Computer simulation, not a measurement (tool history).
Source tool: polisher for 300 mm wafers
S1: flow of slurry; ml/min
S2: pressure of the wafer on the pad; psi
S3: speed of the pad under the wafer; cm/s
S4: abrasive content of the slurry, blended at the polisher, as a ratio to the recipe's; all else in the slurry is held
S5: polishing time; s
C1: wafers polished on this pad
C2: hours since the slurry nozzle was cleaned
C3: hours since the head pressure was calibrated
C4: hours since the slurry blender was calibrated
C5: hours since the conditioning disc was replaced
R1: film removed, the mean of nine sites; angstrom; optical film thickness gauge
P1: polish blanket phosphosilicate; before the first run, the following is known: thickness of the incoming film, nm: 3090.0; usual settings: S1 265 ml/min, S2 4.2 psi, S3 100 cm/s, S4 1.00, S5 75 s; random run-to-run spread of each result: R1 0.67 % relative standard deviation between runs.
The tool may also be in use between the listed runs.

Run 1, hour 8.7: S1 265 ml/min, S2 4.2 psi, S3 100 cm/s, S4 1.00, S5 75 s; C1 577; C2 609.5; C3 346.2; C4 125.2; C5 353.3. Result: R1 9048.2 angstrom.
Run 2, hour 22.6: S1 265 ml/min, S2 4.2 psi, S3 100 cm/s, S4 0.55, S5 75 s; C1 706; C2 623.4; C3 360.1; C4 139.1; C5 367.2. Result: R1 6713.1 angstrom.
Run 3, hour 38.5: S1 265 ml/min, S2 4.2 psi, S3 100 cm/s, S4 1.00, S5 105 s; C1 854; C2 639.3; C3 376.0; C4 155.0; C5 383.1. Result: R1 12675.0 angstrom.
Run 4, hour 55.0: S1 265 ml/min, S2 4.2 psi, S3 100 cm/s, S4 1.00, S5 75 s; C1 1007; C2 655.8; C3 392.5; C4 171.5; C5 399.6. Result: R1 9283.8 angstrom.
Run 5, hour 72.2: S1 395 ml/min, S2 1.9 psi, S3 100 cm/s, S4 1.00, S5 75 s; C1 1167; C2 673.0; C3 409.7; C4 188.7; C5 416.8. Result: R1 4316.4 angstrom.
Run 6, hour 89.2: S1 265 ml/min, S2 2.0 psi, S3 100 cm/s, S4 1.00, S5 75 s; C1 1325; C2 690.0; C3 426.7; C4 205.7; C5 433.8. Result: R1 4409.9 angstrom.
Run 7, hour 104.8: S1 265 ml/min, S2 4.2 psi, S3 100 cm/s, S4 1.25, S5 75 s; C1 1469; C2 705.6; C3 442.3; C4 221.3; C5 449.4. Result: R1 10046.0 angstrom.
Run 8, hour 122.9: S1 265 ml/min, S2 4.2 psi, S3 100 cm/s, S4 1.00, S5 75 s; C1 1637; C2 723.7; C3 460.4; C4 239.4; C5 467.5. Result: R1 9248.8 angstrom.
Run 9, hour 132.7: S1 265 ml/min, S2 4.2 psi, S3 56 cm/s, S4 1.00, S5 75 s; C1 1728; C2 733.5; C3 470.2; C4 249.2; C5 477.3. Result: R1 5782.5 angstrom.
Run 10, hour 143.4: S1 265 ml/min, S2 6.6 psi, S3 100 cm/s, S4 1.00, S5 75 s; C1 1828; C2 744.2; C3 480.9; C4 259.9; C5 488.0. Result: R1 14393.0 angstrom.
At hour 146.5: slurry blender recalibrated.
Run 11, hour 159.5: S1 265 ml/min, S2 4.2 psi, S3 144 cm/s, S4 1.00, S5 75 s; C1 1977; C2 760.3; C3 497.0; C4 13.0; C5 504.1. Result: R1 12281.0 angstrom.
Run 12, hour 174.8: S1 265 ml/min, S2 4.2 psi, S3 100 cm/s, S4 1.00, S5 75 s; C1 2119; C2 775.6; C3 512.3; C4 28.3; C5 519.4. Result: R1 9238.5 angstrom.
Run 13, hour 186.3: S1 265 ml/min, S2 4.2 psi, S3 100 cm/s, S4 1.00, S5 37 s; C1 2226; C2 787.1; C3 523.8; C4 39.8; C5 530.9. Result: R1 4523.2 angstrom.

Run 14 comes next. What will it give?
Run 14, hour 200.1: S1 160 ml/min, S2 4.2 psi, S3 100 cm/s, S4 1.00, S5 75 s; C1 2354; C2 800.9; C3 537.6; C4 53.6; C5 544.7. Result: R1 ?.

Run 14 came out at R1 8567.7 angstrom.
